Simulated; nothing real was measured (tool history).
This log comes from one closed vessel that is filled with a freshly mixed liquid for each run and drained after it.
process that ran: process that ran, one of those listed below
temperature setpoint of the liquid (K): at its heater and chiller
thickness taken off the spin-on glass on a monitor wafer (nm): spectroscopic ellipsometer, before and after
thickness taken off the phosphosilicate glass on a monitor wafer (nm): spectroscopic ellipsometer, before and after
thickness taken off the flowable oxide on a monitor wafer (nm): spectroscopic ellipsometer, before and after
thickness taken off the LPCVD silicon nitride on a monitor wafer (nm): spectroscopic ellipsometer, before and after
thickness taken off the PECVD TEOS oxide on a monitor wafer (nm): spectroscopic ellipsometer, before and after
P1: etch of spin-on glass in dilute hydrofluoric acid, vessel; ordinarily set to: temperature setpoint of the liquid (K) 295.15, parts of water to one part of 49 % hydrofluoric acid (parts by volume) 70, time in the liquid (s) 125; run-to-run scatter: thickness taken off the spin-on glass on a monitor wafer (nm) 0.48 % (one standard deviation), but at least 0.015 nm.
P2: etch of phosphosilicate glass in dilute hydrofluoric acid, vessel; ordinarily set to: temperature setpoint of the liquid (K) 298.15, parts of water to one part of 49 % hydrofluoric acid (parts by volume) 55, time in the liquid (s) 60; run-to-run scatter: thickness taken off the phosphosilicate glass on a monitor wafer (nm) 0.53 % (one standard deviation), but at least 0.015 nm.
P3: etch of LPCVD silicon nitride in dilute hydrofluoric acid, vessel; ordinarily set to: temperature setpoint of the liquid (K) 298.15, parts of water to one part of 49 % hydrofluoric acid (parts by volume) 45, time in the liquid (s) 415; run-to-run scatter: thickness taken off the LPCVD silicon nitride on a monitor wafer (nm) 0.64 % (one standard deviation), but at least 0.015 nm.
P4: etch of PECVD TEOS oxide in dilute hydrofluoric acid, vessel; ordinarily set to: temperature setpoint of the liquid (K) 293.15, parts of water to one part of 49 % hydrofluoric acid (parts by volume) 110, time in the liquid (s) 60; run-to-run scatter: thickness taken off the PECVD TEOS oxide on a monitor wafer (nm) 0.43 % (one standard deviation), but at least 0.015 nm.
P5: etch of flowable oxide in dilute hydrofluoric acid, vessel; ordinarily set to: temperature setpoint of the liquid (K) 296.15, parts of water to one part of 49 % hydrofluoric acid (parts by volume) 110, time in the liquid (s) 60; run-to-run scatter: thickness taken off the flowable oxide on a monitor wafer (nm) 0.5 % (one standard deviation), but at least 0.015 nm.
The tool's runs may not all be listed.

| run | hour | process that ran | temperature setpoint of the liquid (K) | parts of water to one part of 49 % hydrofluoric acid (parts by volume) | time in the liquid (s) | hours since the thermometer was replaced | hours since the hydrofluoric acid flow meter was replaced | thickness taken off the spin-on glass on a monitor wafer (nm) | thickness taken off the phosphosilicate glass on a monitor wafer (nm) | thickness taken off the flowable oxide on a monitor wafer (nm) | thickness taken off the LPCVD silicon nitride on a monitor wafer (nm) | thickness taken off the PECVD TEOS oxide on a monitor wafer (nm) |
|---|---|---|---|---|---|---|---|---|---|---|---|---|
| 1 | 7.9 | P1 | 295.15 | 70 | 125 | 324.9 | 526.9 | 50.008 |  |  |  |  |
| 2 | 14.4 | P2 | 293.65 | 55 | 60 | 331.4 | 533.4 |  | 118.570 |  |  |  |
| 3 | 18.7 | P1 | 295.15 | 70 | 125 | 335.7 | 537.7 | 50.057 |  |  |  |  |
| 4 | 26.5 | P1 | 290.15 | 120 | 125 | 343.5 | 545.5 | 22.539 |  |  |  |  |
| 5 | 32.7 | P2 | 298.15 | 55 | 60 | 349.7 | 551.7 |  | 143.540 |  |  |  |
| 6 | 37.7 | P1 | 295.15 | 70 | 125 | 354.7 | 556.7 | 50.115 |  |  |  |  |
| 7 | 44.2 | P1 | 300.65 | 70 | 125 | 361.2 | 563.2 | 62.453 |  |  |  |  |
| 8 | 51.1 | P5 | 296.15 | 60 | 60 | 368.1 | 570.1 |  |  | 30.5560 |  |  |
| 9 | 59.7 | P3 | 291.15 | 45 | 415 | 376.7 | 578.7 |  |  |  | 2.9827 |  |
| 10 | 65.0 | P4 | 301.15 | 110 | 60 | 382.0 | 584.0 |  |  |  |  | 11.7460 |
| 11 | 69.3 | P5 | 300.65 | 110 | 60 | 386.3 | 588.3 |  |  | 18.6140 |  |  |
| 12 | 76.8 | P5 | 296.15 | 110 | 30 | 393.8 | 595.8 |  |  | 7.8464 |  |  |
| 13 | 84.5 | P2 | 298.15 | 100 | 60 | 401.5 | 603.5 |  | 74.844 |  |  |  |
| 14 | 91.9 | P1 | 295.15 | 70 | 125 | 408.9 | 610.9 | 50.395 |  |  |  |  |
| 15 | 99.9 | P3 | 298.15 | 45 | 415 | 416.9 | 618.9 |  |  |  | 4.7488 |  |
| 16 | 107.2 | P1 | 295.15 | 115 | 125 | 424.2 | 626.2 | 28.964 |  |  |  |  |
| 17 | 115.8 | P1 | 295.15 | 70 | 60 | 432.8 | 634.8 | 24.035 |  |  |  |  |
| 18 | 121.7 | P4 | 293.15 | 110 | 60 | 438.7 | 640.7 |  |  |  |  | 8.5351 |
| 19 | 128.8 | P5 | 296.15 | 110 | 60 | 445.8 | 647.8 |  |  | 15.6420 |  |  |
| 20 | 135.2 | P1 | 295.15 | 70 | 245 | 452.2 | 654.2 | 98.466 |  |  |  |  |
| 21 | 139.7 | P3 | 298.15 | 45 | 715 | 456.7 | 658.7 |  |  |  | 8.2591 |  |
| 22 | 144.7 | P4 | 293.15 | 110 | 60 | 461.7 | 663.7 |  |  |  |  | 8.5242 |
| 23 | 148.9 | P1 | 295.15 | 70 | 125 | 465.9 | 667.9 | 50.225 |  |  |  |  |
| 24 | 155.7 | P1 | 299.15 | 105 | 125 | 472.7 | 674.7 | 37.254 |  |  |  |  |
| 25 | 163.8 | P2 | 298.15 | 55 | 115 | 480.8 | 682.8 |  | 273.930 |  |  |  |
| 26 | 172.4 | P1 | 295.15 | 125 | 185 | 489.4 | 691.4 | 39.001 |  |  |  |  |
| 27 | 180.8 | P5 | 296.15 | 110 | 60 | 497.8 | 699.8 |  |  | 15.7230 |  |  |
| 28 | 186.5 | P3 | 298.15 | 45 | 415 | 503.5 | 705.5 |  |  |  | 4.7328 |  |
|  | 192.2 | thermometer replaced |
| 29 | 192.8 | P4 | 293.15 | 110 | 115 | 0.7 | 711.8 |  |  |  |  | 16.4160 |
| 30 | 198.1 | P1 | 295.15 | 25 | 125 | 6.0 | 717.1 | 147.390 |  |  |  |  |
| 31 | 203.2 | P1 | 295.15 | 70 | 125 | 11.1 | 722.2 | 50.143 |  |  |  |  |
| 32 | 211.1 | P1 | 290.15 | 70 | 125 | 19.0 | 730.1 | 40.651 |  |  |  |  |
| 33 | 216.8 | P4 | 293.15 | 20 | 60 | 24.7 | 735.8 |  |  |  |  | 52.2400 |
| 34 | 221.7 | P3 | 298.15 | 20 | 415 | 29.6 | 740.7 |  |  |  | 10.4780 |  |
| 35 | 226.2 | P1 | 295.15 | 70 | 125 | 34.1 | 745.2 | 50.330 |  |  |  |  |
| 36 | 230.9 | P1 | 295.15 | 70 | 125 | 38.8 | 749.9 | 51.918 |  |  |  |  |
| 37 | 234.8 | P1 | 295.15 | 70 | 125 | 42.7 | 753.8 | 52.832 |  |  |  |  |
| 38 | 240.3 | P1 | 295.15 | 70 | 125 | 48.2 | 759.3 | 53.412 |  |  |  |  |
| 39 | 247.4 | P1 | 295.15 | 70 | 125 | 55.3 | 766.4 | 54.211 |  |  |  |  |
| 40 | 252.9 | P1 | 295.15 | 70 | 125 | 60.8 | 771.9 | 54.543 |  |  |  |  |
| 41 | 261.0 | P1 | 295.15 | 70 | 125 | 68.9 | 780.0 | 55.117 |  |  |  |  |
| 42 | 266.3 | P1 | 295.15 | 70 | 125 | 74.2 | 785.3 | 55.063 |  |  |  |  |
| 43 | 271.7 | P1 | 295.15 | 70 | 125 | 79.6 | 790.7 | 54.945 |  |  |  |  |

P1 no longer gives what it gave before; its output has crept away from where it was. The following 2 causes, each at its listed size, fit the log equally well:
A: liquid hotter than its thermometer reads (K) = 2.2
B: hydrofluoric acid flow above the setpoint (%) = 8.62
The gradual shift began around hour 226.2.

The check runs listed below each take one wafer, and their results are still question marks. Under which run would the listed causes lead to clearly different results?
| check 1 | 277.1 | P5 | 300.65 | 110 | 60 |  |  |  |  | ? |  |  |
| check 2 | 277.1 | P3 | 294.15 | 45 | 590 |  |  |  |  |  | ? |  |
| check 3 | 277.1 | P4 | 293.15 | 25 | 110 |  |  |  |  |  |  | ? |
| check 4 | 277.1 | P2 | 298.15 | 90 | 95 |  |  |  | ? |  |  |  |

How each check would come out, cause by cause:
| check | result | if A | if B |
|---|---|---|---|
| check 1 | thickness taken off the flowable oxide on a monitor wafer (nm) | 20.2730 | 20.5040 |
| check 2 | thickness taken off the LPCVD silicon nitride on a monitor wafer (nm) | 6.0270 | 5.6166 |
| check 3 | thickness taken off the PECVD TEOS oxide on a monitor wafer (nm) | 83.5370 | 82.7430 |
| check 4 | thickness taken off the phosphosilicate glass on a monitor wafer (nm) | 144.410 | 145.230 |
Per check, the gap between the least separated pair of causes, taken in the result that splits them most: check 1 1.14 %; check 2 7.05 %; check 3 0.95 %; check 4 0.57 %
Of the check runs offered, only check 2 discriminates between the causes; the rest would read about the same regardless of which cause applies.

Check 2 was then run and gave: thickness taken off the LPCVD silicon nitride on a monitor wafer (nm) 5.5887. Which cause is it?

It was cause B: hydrofluoric acid flow above the setpoint (%).

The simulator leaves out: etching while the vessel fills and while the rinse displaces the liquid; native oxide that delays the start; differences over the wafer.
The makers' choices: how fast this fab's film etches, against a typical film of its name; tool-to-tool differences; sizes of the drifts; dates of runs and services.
